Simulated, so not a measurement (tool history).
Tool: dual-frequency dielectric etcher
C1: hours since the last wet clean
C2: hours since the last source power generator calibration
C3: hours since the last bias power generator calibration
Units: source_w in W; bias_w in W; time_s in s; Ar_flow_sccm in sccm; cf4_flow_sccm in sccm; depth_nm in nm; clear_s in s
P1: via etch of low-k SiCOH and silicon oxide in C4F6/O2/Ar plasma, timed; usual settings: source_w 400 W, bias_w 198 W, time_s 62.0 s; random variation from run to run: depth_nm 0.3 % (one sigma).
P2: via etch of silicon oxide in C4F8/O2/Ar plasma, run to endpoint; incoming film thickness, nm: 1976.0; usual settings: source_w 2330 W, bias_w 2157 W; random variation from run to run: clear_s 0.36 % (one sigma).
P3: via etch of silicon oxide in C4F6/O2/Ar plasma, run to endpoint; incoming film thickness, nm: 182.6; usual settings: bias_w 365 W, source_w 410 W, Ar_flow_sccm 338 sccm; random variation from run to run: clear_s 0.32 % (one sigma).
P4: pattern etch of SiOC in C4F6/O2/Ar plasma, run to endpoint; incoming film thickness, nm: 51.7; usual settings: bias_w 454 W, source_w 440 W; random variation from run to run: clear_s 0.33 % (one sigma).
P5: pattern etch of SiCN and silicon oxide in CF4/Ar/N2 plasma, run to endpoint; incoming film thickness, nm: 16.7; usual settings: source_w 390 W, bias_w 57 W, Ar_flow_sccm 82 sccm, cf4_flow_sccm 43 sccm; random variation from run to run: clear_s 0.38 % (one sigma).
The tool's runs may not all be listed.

Run 1, hour 12.1: process P1, source_w 400 W, bias_w 198 W, time_s 62.0 s; C1 162.1; C2 1032.9; C3 2150.3. Result: depth_nm 163.49 nm.
Run 2, hour 20.5: process P4, source_w 440 W, bias_w 454 W; C1 170.5; C2 1041.3; C3 2158.7. Result: clear_s 17.811 s.
Run 3, hour 29.1: process P3, source_w 410 W, bias_w 214 W, Ar_flow_sccm 338 sccm; C1 179.1; C2 1049.9; C3 2167.3. Result: clear_s 57.061 s.
Run 4, hour 35.8: process P1, source_w 400 W, bias_w 279 W, time_s 62.0 s; C1 185.8; C2 1056.6; C3 2174.0. Result: depth_nm 182.66 nm.
Run 5, hour 45.1: process P1, source_w 400 W, bias_w 160 W, time_s 62.0 s; C1 195.1; C2 1065.9; C3 2183.3. Result: depth_nm 152.09 nm.
Run 6, hour 50.9: process P1, source_w 550 W, bias_w 198 W, time_s 62.0 s; C1 200.9; C2 1071.7; C3 2189.1. Result: depth_nm 184.71 nm.
At hour 55.8: wet clean of the chamber.
Run 7, hour 61.1: process P5, source_w 390 W, bias_w 57 W, Ar_flow_sccm 82 sccm, cf4_flow_sccm 43 sccm; C1 5.4; C2 1081.9; C3 2199.3. Result: clear_s 24.733 s.
Run 8, hour 70.3: process P4, source_w 440 W, bias_w 268 W; C1 14.6; C2 1091.1; C3 2208.5. Result: clear_s 21.325 s.
Run 9, hour 77.5: process P2, source_w 2330 W, bias_w 1321 W; C1 21.8; C2 1098.3; C3 2215.7. Result: clear_s 420.800 s.
Run 10, hour 89.3: process P2, source_w 2330 W, bias_w 2157 W; C1 33.6; C2 1110.1; C3 2227.5. Result: clear_s 368.210 s.
Run 11, hour 99.1: process P4, source_w 260 W, bias_w 454 W; C1 43.4; C2 1119.9; C3 2237.3. Result: clear_s 21.560 s.
Run 12, hour 106.7: process P5, source_w 390 W, bias_w 57 W, Ar_flow_sccm 82 sccm, cf4_flow_sccm 43 sccm; C1 51.0; C2 1127.5; C3 2244.9. Result: clear_s 24.721 s.
Run 13, hour 115.6: process P2, source_w 1570 W, bias_w 2157 W; C1 59.9; C2 1136.4; C3 2253.8. Result: clear_s 429.450 s.
Run 14, hour 127.7: process P5, source_w 500 W, bias_w 57 W, Ar_flow_sccm 82 sccm, cf4_flow_sccm 43 sccm; C1 72.0; C2 1148.5; C3 2265.9. Result: clear_s 19.858 s.
Run 15, hour 137.0: process P3, source_w 410 W, bias_w 365 W, Ar_flow_sccm 215 sccm; C1 81.3; C2 1157.8; C3 2275.2. Result: clear_s 45.349 s.
Run 16, hour 147.8: process P5, source_w 390 W, bias_w 57 W, Ar_flow_sccm 82 sccm, cf4_flow_sccm 28 sccm; C1 92.1; C2 1168.6; C3 2286.0. Result: clear_s 26.717 s.
Run 17, hour 154.7: process P1, source_w 400 W, bias_w 198 W, time_s 62.0 s; C1 99.0; C2 1175.5; C3 2292.9. Result: depth_nm 163.43 nm.
Run 18, hour 160.9: process P5, source_w 390 W, bias_w 57 W, Ar_flow_sccm 109 sccm, cf4_flow_sccm 43 sccm; C1 105.2; C2 1181.7; C3 2299.1. Result: clear_s 25.964 s.
Run 19, hour 167.3: process P3, source_w 410 W, bias_w 365 W, Ar_flow_sccm 338 sccm; C1 111.6; C2 1188.1; C3 2305.5. Result: clear_s 47.464 s.
Run 20, hour 176.2: process P5, source_w 390 W, bias_w 36 W, Ar_flow_sccm 82 sccm, cf4_flow_sccm 43 sccm; C1 120.5; C2 1197.0; C3 2314.4. Result: clear_s 28.603 s.
Run 21, hour 184.3: process P1, source_w 400 W, bias_w 198 W, time_s 62.0 s; C1 128.6; C2 1205.1; C3 2322.5. Result: depth_nm 163.33 nm.
Run 22, hour 190.5: process P4, source_w 440 W, bias_w 454 W; C1 134.8; C2 1211.3; C3 2328.7. Result: clear_s 17.719 s.
Run 23, hour 202.5: process P1, source_w 400 W, bias_w 234 W, time_s 39.0 s; C1 146.8; C2 1223.3; C3 2340.7. Result: depth_nm 108.07 nm.
Run 24, hour 213.4: process P1, source_w 400 W, bias_w 198 W, time_s 44.5 s; C1 157.7; C2 1234.2; C3 2351.6. Result: depth_nm 117.13 nm.
Run 25, hour 220.1: process P1, source_w 400 W, bias_w 198 W, time_s 86.5 s; C1 164.4; C2 1240.9; C3 2358.3. Result: depth_nm 227.62 nm.
Run 26, hour 227.7: process P3, source_w 570 W, bias_w 365 W, Ar_flow_sccm 338 sccm; C1 172.0; C2 1248.5; C3 2365.9. Result: clear_s 42.096 s.
Run 27, hour 237.4: process P1, source_w 400 W, bias_w 198 W, time_s 62.0 s; C1 181.7; C2 1258.2; C3 2375.6. Result: depth_nm 163.53 nm.
Run 28, hour 243.2: process P1, source_w 400 W, bias_w 198 W, time_s 62.0 s; C1 187.5; C2 1264.0; C3 2381.4. Result: depth_nm 162.87 nm.
Run 29, hour 248.8: process P1, source_w 240 W, bias_w 198 W, time_s 62.0 s; C1 193.1; C2 1269.6; C3 2387.0. Result: depth_nm 134.40 nm.
Run 30, hour 255.2: process P1, source_w 400 W, bias_w 198 W, time_s 62.0 s; C1 199.5; C2 1276.0; C3 2393.4. Result: depth_nm 162.71 nm.
Run 31, hour 266.4: process P1, source_w 400 W, bias_w 198 W, time_s 62.0 s; C1 210.7; C2 1287.2; C3 2404.6. Result: depth_nm 161.91 nm.
Run 32, hour 277.4: process P1, source_w 400 W, bias_w 198 W, time_s 62.0 s; C1 221.7; C2 1298.2; C3 2415.6. Result: depth_nm 161.05 nm.
At hour 281.6: wet clean of the chamber.
Run 33, hour 288.6: process P1, source_w 400 W, bias_w 198 W, time_s 62.0 s; C1 7.1; C2 1309.4; C3 2426.8. Result: depth_nm 161.33 nm.
Run 34, hour 297.4: process P1, source_w 400 W, bias_w 198 W, time_s 62.0 s; C1 15.9; C2 1318.2; C3 2435.6. Result: depth_nm 160.82 nm.
Run 35, hour 306.0: process P1, source_w 400 W, bias_w 198 W, time_s 62.0 s; C1 24.5; C2 1326.8; C3 2444.2. Result: depth_nm 160.53 nm.
Run 36, hour 314.2: process P1, source_w 400 W, bias_w 198 W, time_s 62.0 s; C1 32.7; C2 1335.0; C3 2452.4. Result: depth_nm 160.76 nm.
Run 37, hour 322.0: process P1, source_w 400 W, bias_w 198 W, time_s 62.0 s; C1 40.5; C2 1342.8; C3 2460.2. Result: depth_nm 160.53 nm.
Run 38, hour 327.7: process P1, source_w 400 W, bias_w 198 W, time_s 62.0 s; C1 46.2; C2 1348.5; C3 2465.9. Result: depth_nm 160.19 nm.

What P1 gives has crept away from where it was. These 2 causes fit the log equally well, each at the size given:
A: source power that arrives under what is set, % = 3.76
B: bias power that arrives under what is set, % = 4.52
The creep began at about hour 255.2.
Why every other cause is out:
chamber walls in a state that lowers the etch rate, %: serviced at hour 281.6, which brought nothing back

4 check runs are offered, each on 2 wafers whose results are averaged, their results left as question marks. Which one tells the causes apart?
Run check 1, hour 333.4: process P3, source_w 410 W, bias_w 365 W, Ar_flow_sccm 216 sccm. Result: clear_s ?.
Run check 2, hour 333.4: process P5, source_w 390 W, bias_w 37 W, Ar_flow_sccm 82 sccm, cf4_flow_sccm 43 sccm. Result: clear_s ?.
Run check 3, hour 333.4: process P2, source_w 2330 W, bias_w 1661 W. Result: clear_s ?.
Run check 4, hour 333.4: process P4, source_w 270 W, bias_w 278 W. Result: clear_s ?.

What each check would give under each cause:
  check   result     if A     if B
check 1  clear_s   45.888   45.983
check 2  clear_s   29.357   28.770
check 3  clear_s  402.360  401.120
check 4  clear_s   25.787   25.828
How far apart the two closest causes lie, in the result that separates them most: check 1 0.21 %; check 2 2.02 %; check 3 0.31 %; check 4 0.16 %
Only check 2 tells the causes apart: in the others they would give nearly the same result.

Check 2 was then run and gave: clear_s 29.375 s. Which cause is it?

It is A: source power that arrives under what is set, %.

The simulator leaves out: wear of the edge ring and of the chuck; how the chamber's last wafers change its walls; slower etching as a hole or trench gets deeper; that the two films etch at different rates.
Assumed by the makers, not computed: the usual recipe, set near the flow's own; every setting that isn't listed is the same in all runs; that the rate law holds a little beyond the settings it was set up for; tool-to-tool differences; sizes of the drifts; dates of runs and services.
